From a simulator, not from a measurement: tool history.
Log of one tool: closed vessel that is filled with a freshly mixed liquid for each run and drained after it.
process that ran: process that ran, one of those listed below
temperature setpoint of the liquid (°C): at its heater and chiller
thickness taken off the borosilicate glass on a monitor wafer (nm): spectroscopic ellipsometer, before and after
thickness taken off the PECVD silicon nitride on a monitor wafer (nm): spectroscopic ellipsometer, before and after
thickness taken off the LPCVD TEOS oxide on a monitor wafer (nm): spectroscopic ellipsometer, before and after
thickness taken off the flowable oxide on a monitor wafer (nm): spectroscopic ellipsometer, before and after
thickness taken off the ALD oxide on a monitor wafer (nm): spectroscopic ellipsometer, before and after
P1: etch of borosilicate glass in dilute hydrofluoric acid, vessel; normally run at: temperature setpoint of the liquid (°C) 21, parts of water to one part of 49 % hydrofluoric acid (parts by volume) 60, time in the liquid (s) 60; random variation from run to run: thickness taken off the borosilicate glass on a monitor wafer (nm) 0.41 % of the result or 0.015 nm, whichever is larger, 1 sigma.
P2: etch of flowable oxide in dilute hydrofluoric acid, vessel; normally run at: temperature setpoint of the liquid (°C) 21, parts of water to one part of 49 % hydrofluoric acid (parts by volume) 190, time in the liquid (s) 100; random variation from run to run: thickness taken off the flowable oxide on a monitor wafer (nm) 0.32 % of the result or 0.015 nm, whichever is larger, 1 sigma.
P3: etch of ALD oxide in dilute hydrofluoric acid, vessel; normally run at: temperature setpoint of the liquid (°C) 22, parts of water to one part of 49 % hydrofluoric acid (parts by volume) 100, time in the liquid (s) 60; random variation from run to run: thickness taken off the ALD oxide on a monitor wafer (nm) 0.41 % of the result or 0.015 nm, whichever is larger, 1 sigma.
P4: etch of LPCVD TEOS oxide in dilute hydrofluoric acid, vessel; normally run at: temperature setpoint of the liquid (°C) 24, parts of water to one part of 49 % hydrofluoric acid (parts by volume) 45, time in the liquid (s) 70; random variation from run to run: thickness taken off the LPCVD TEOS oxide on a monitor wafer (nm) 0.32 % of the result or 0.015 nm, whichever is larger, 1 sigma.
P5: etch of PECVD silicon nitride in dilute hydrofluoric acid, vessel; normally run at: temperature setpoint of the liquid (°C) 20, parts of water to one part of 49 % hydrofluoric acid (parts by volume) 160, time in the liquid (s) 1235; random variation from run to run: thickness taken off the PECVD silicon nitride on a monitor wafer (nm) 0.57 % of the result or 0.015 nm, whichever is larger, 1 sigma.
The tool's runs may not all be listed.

| run | hour | process that ran | temperature setpoint of the liquid (°C) | parts of water to one part of 49 % hydrofluoric acid (parts by volume) | time in the liquid (s) | hours since the thermometer was replaced | hours since the hydrofluoric acid flow meter was replaced | thickness taken off the borosilicate glass on a monitor wafer (nm) | thickness taken off the PECVD silicon nitride on a monitor wafer (nm) | thickness taken off the LPCVD TEOS oxide on a monitor wafer (nm) | thickness taken off the flowable oxide on a monitor wafer (nm) | thickness taken off the ALD oxide on a monitor wafer (nm) |
|---|---|---|---|---|---|---|---|---|---|---|---|---|
| 1 | 9.9 | P1 | 21 | 60 | 60 | 672.8 | 749.4 | 35.194 |  |  |  |  |
| 2 | 21.3 | P5 | 20 | 160 | 1235 | 684.2 | 760.8 |  | 10.315 |  |  |  |
| 3 | 35.2 | P5 | 17 | 160 | 1235 | 698.1 | 774.7 |  | 8.4516 |  |  |  |
| 4 | 49 | P4 | 24 | 45 | 130 | 711.9 | 788.5 |  |  | 65.377 |  |  |
| 5 | 58.7 | P1 | 21 | 20 | 85 | 721.6 | 798.2 | 156.64 |  |  |  |  |
| 6 | 73.4 | P2 | 21 | 90 | 100 | 736.3 | 812.9 |  |  |  | 37.679 |  |
| 7 | 90.3 | P4 | 24 | 45 | 70 | 753.2 | 829.8 |  |  | 35.019 |  |  |
| 8 | 102.5 | P1 | 24.5 | 95 | 60 | 765.4 | 842 | 24.485 |  |  |  |  |
| 9 | 112.3 | P4 | 17 | 45 | 70 | 775.2 | 851.8 |  |  | 25.979 |  |  |
| 10 | 123.3 | P4 | 24 | 45 | 70 | 786.2 | 862.8 |  |  | 35.111 |  |  |
| 11 | 141.2 | P1 | 17 | 35 | 60 | 804.1 | 880.7 | 51.933 |  |  |  |  |
| 12 | 152.7 | P3 | 22 | 100 | 60 | 815.6 | 892.2 |  |  |  |  | 7.2489 |
| 13 | 161.7 | P2 | 21 | 190 | 100 | 824.6 | 901.2 |  |  |  | 16.019 |  |
| 14 | 178.9 | P2 | 21 | 190 | 100 | 841.8 | 918.4 |  |  |  | 16.082 |  |
| 15 | 188.6 | P1 | 21 | 85 | 60 | 851.5 | 928.1 | 24.03 |  |  |  |  |
| 16 | 204.9 | P3 | 22 | 140 | 60 | 867.8 | 944.4 |  |  |  |  | 4.9734 |
| 17 | 219.5 | P5 | 20 | 160 | 2415 | 882.4 | 959 |  | 19.973 |  |  |  |
| 18 | 233.4 | P1 | 21 | 60 | 60 | 896.3 | 972.9 | 35.248 |  |  |  |  |
| 19 | 250.6 | P1 | 21 | 60 | 105 | 913.5 | 990.1 | 61.618 |  |  |  |  |
| 20 | 260.5 | P3 | 22 | 100 | 60 | 923.4 | 1000 |  |  |  |  | 7.3006 |
| 21 | 268.4 | P5 | 20 | 160 | 1235 | 931.3 | 1007.9 |  | 10.301 |  |  |  |
| 22 | 278.5 | P1 | 21 | 35 | 60 | 941.4 | 1018 | 61.963 |  |  |  |  |
| 23 | 295.8 | P4 | 24 | 20 | 70 | 958.7 | 1035.3 |  |  | 81.436 |  |  |
| 24 | 309.1 | P2 | 21 | 190 | 200 | 972 | 1048.6 |  |  |  | 32.082 |  |
| 25 | 320.4 | P3 | 17 | 100 | 60 | 983.3 | 1059.9 |  |  |  |  | 5.9214 |

Forecast run 26:
| 26 | 331.8 | P1 | 21 | 60 | 35 | 994.7 | 1071.3 | ? |  |  |  |  |

Run 26 gave thickness taken off the borosilicate glass on a monitor wafer (nm) 20.467.
